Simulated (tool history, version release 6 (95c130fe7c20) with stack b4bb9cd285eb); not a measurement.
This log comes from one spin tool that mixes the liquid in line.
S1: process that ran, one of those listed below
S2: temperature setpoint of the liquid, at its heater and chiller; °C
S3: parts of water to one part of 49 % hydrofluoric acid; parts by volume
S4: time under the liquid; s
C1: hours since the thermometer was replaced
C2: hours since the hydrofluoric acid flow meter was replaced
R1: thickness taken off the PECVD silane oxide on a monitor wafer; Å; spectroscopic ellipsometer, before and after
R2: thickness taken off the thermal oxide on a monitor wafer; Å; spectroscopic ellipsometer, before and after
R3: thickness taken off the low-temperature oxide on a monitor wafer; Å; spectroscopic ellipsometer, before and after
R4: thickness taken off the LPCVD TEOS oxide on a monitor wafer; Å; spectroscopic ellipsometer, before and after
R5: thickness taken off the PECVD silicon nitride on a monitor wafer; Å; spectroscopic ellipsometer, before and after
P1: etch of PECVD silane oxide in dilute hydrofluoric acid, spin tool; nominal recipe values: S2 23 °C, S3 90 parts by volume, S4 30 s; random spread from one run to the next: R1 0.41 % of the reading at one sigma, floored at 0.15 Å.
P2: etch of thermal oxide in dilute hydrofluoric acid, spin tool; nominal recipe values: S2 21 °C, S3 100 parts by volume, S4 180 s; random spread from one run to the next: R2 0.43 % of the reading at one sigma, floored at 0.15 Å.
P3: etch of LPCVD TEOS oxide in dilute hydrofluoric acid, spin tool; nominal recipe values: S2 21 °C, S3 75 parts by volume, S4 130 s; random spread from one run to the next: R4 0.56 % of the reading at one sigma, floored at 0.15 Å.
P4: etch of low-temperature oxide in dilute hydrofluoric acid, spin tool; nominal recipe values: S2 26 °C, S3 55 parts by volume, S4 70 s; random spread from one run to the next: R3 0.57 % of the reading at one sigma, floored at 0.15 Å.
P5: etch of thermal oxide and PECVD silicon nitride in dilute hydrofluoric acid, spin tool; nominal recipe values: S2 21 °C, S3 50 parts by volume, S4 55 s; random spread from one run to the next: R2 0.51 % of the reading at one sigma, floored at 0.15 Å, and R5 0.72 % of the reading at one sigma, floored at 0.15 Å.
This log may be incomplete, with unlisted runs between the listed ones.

run,hour,S1,S2,S3,S4,C1,C2,R1,R2,R3,R4,R5
1,7.2,P1,23,90,30,515.6,614,81.704,,,,
2,11.2,P2,21,150,180,519.6,618,,51.63,,,
3,16.2,P4,26,55,70,524.6,623,,,519.18,,
4,21,P1,23,160,30,529.4,627.8,42.312,,,,
5,24.9,P1,23,90,45,533.3,631.7,121.59,,,,
6,30.3,P4,17.5,55,70,538.7,637.1,,,360.36,,
7,37.4,P2,17,100,180,545.8,644.2,,69.338,,,
8,42,P1,23,90,15,550.4,648.8,41.268,,,,
9,49.3,P3,21,75,130,557.7,656.1,,,,544.32,
10,53.5,P5,21,50,55,561.9,660.3,,48.558,,,31.133
11,58,P1,23,90,30,566.4,664.8,82.019,,,,
12,64.9,P3,21,20,130,573.3,671.7,,,,2177.1,
13,71.8,P3,17,75,130,580.2,678.6,,,,460.38,
14,78.3,P3,21,75,130,586.7,685.1,,,,539.24,
15,82.7,P5,17,50,55,591.1,689.5,,41.28,,,23.437
16,88.6,P2,21,100,310,597,695.4,,140.71,,,
17,94,P4,26,55,25,602.4,700.8,,,183.17,,
18,98.2,P2,21,100,180,606.6,705,,81.553,,,
19,105.4,P1,23,90,30,613.8,712.2,82.239,,,,
20,113.3,P1,23,155,15,621.7,720.1,22.055,,,,
21,119.1,P1,17,90,30,627.5,725.9,63.683,,,,

Forecast run 22:
22,123.3,P1,29,90,30,631.7,730.1,?,,,,

{"run 22": {"R1": 103.74}}
